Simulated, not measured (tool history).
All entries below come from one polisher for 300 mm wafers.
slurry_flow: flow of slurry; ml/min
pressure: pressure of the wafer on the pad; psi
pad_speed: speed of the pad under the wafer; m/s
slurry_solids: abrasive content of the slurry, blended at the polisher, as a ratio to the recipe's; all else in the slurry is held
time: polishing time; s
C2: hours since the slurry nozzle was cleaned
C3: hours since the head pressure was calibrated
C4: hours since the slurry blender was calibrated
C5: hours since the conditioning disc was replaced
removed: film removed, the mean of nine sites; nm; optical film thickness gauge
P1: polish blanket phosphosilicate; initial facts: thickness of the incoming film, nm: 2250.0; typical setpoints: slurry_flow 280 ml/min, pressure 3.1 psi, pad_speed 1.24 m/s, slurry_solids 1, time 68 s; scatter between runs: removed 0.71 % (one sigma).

Run 1, day 0.467: slurry_flow 280 ml/min, pressure 3.1 psi, pad_speed 1.24 m/s, slurry_solids 1, time 68 s; wafers polished on this pad 729; C2 55.1; C3 642.8; C4 203.2; C5 152. Result: removed 723.93 nm.
Run 2, day 1.021: slurry_flow 170 ml/min, pressure 3.1 psi, pad_speed 1.24 m/s, slurry_solids 1, time 94 s; wafers polished on this pad 839; C2 68.4; C3 656.1; C4 216.5; C5 165.3. Result: removed 954.82 nm.
Run 3, day 1.662: slurry_flow 280 ml/min, pressure 4.1 psi, pad_speed 1.24 m/s, slurry_solids 1, time 68 s; wafers polished on this pad 966; C2 83.8; C3 671.5; C4 231.9; C5 180.7. Result: removed 959.53 nm.
Run 4, day 2.171: slurry_flow 280 ml/min, pressure 3.1 psi, pad_speed 1.24 m/s, slurry_solids 1, time 68 s; wafers polished on this pad 1067; C2 96; C3 683.7; C4 244.1; C5 192.9. Result: removed 724.9 nm.
Run 5, day 2.712: slurry_flow 170 ml/min, pressure 3.1 psi, pad_speed 1.24 m/s, slurry_solids 1, time 68 s; wafers polished on this pad 1174; C2 109; C3 696.7; C4 257.1; C5 205.9. Result: removed 671.09 nm.
Run 6, day 3.067: slurry_flow 280 ml/min, pressure 3.1 psi, pad_speed 1.24 m/s, slurry_solids 1, time 68 s; wafers polished on this pad 1244; C2 117.5; C3 705.2; C4 265.6; C5 214.4. Result: removed 722.46 nm.
Run 7, day 3.662: slurry_flow 390 ml/min, pressure 3.1 psi, pad_speed 1.24 m/s, slurry_solids 1, time 68 s; wafers polished on this pad 1362; C2 131.8; C3 719.5; C4 279.9; C5 228.7. Result: removed 743.22 nm.
At day 4.038: worn pad replaced by a new one.
Run 8, day 4.308: slurry_flow 280 ml/min, pressure 1.6 psi, pad_speed 1.24 m/s, slurry_solids 1, time 68 s; wafers polished on this pad 54; C2 147.3; C3 735; C4 295.4; C5 244.2. Result: removed 372.55 nm.
Run 9, day 4.625: slurry_flow 280 ml/min, pressure 3.1 psi, pad_speed 0.62 m/s, slurry_solids 1, time 68 s; wafers polished on this pad 116; C2 154.9; C3 742.6; C4 303; C5 251.8. Result: removed 420.32 nm.
Run 10, day 5.129: slurry_flow 280 ml/min, pressure 4.5 psi, pad_speed 1.24 m/s, slurry_solids 1.25, time 68 s; wafers polished on this pad 216; C2 167; C3 754.7; C4 315.1; C5 263.9. Result: removed 1156.3 nm.
Run 11, day 5.567: slurry_flow 280 ml/min, pressure 3.1 psi, pad_speed 1.24 m/s, slurry_solids 1, time 102 s; wafers polished on this pad 303; C2 177.5; C3 765.2; C4 325.6; C5 274.4. Result: removed 1077.4 nm.
Run 12, day 6.171: slurry_flow 280 ml/min, pressure 3.1 psi, pad_speed 1.24 m/s, slurry_solids 1.35, time 68 s; wafers polished on this pad 422; C2 192; C3 779.7; C4 340.1; C5 288.9. Result: removed 817.45 nm.
Run 13, day 6.671: slurry_flow 280 ml/min, pressure 3.1 psi, pad_speed 1.24 m/s, slurry_solids 1, time 37 s; wafers polished on this pad 521; C2 204; C3 791.7; C4 352.1; C5 300.9. Result: removed 395.1 nm.
Run 14, day 6.996: slurry_flow 280 ml/min, pressure 1.4 psi, pad_speed 1.92 m/s, slurry_solids 1, time 68 s; wafers polished on this pad 586; C2 211.8; C3 799.5; C4 359.9; C5 308.7. Result: removed 463.12 nm.
At day 7.392: slurry nozzle cleaned.
Run 15, day 7.546: slurry_flow 280 ml/min, pressure 3.1 psi, pad_speed 1.24 m/s, slurry_solids 1, time 68 s; wafers polished on this pad 695; C2 3.8; C3 812.7; C4 373.1; C5 321.9. Result: removed 722.1 nm.
Run 16, day 7.838: slurry_flow 280 ml/min, pressure 3.1 psi, pad_speed 1.24 m/s, slurry_solids 0.5, time 68 s; wafers polished on this pad 752; C2 10.8; C3 819.7; C4 380.1; C5 328.9. Result: removed 494.82 nm.
Run 17, day 8.258: slurry_flow 280 ml/min, pressure 3.1 psi, pad_speed 1.24 m/s, slurry_solids 1, time 68 s; wafers polished on this pad 836; C2 20.9; C3 829.8; C4 390.2; C5 339. Result: removed 732.61 nm.
Run 18, day 8.612: slurry_flow 280 ml/min, pressure 3.1 psi, pad_speed 1.96 m/s, slurry_solids 1, time 68 s; wafers polished on this pad 906; C2 29.4; C3 838.3; C4 398.7; C5 347.5. Result: removed 1044.8 nm.
Run 19, day 8.933: slurry_flow 280 ml/min, pressure 3.1 psi, pad_speed 1.24 m/s, slurry_solids 1, time 68 s; wafers polished on this pad 969; C2 37.1; C3 846; C4 406.4; C5 355.2. Result: removed 723.4 nm.
Run 20, day 9.583: slurry_flow 280 ml/min, pressure 3.1 psi, pad_speed 1.24 m/s, slurry_solids 1, time 68 s; wafers polished on this pad 1098; C2 52.7; C3 861.6; C4 422; C5 370.8. Result: removed 694.8 nm.
Run 21, day 9.983: slurry_flow 280 ml/min, pressure 3.1 psi, pad_speed 1.24 m/s, slurry_solids 1, time 68 s; wafers polished on this pad 1177; C2 62.3; C3 871.2; C4 431.6; C5 380.4. Result: removed 688.42 nm.
Run 22, day 10.625: slurry_flow 280 ml/min, pressure 3.1 psi, pad_speed 1.24 m/s, slurry_solids 1, time 68 s; wafers polished on this pad 1304; C2 77.7; C3 886.6; C4 447; C5 395.8. Result: removed 674.47 nm.

Run 23 has not been measured yet. What should we expect?
Run 23, day 11.1: slurry_flow 280 ml/min, pressure 3.1 psi, pad_speed 1.24 m/s, slurry_solids 1, time 68 s; wafers polished on this pad 1398; C2 89.1; C3 898; C4 458.4; C5 407.2. Result: removed ?.

removed: 662.36 nm
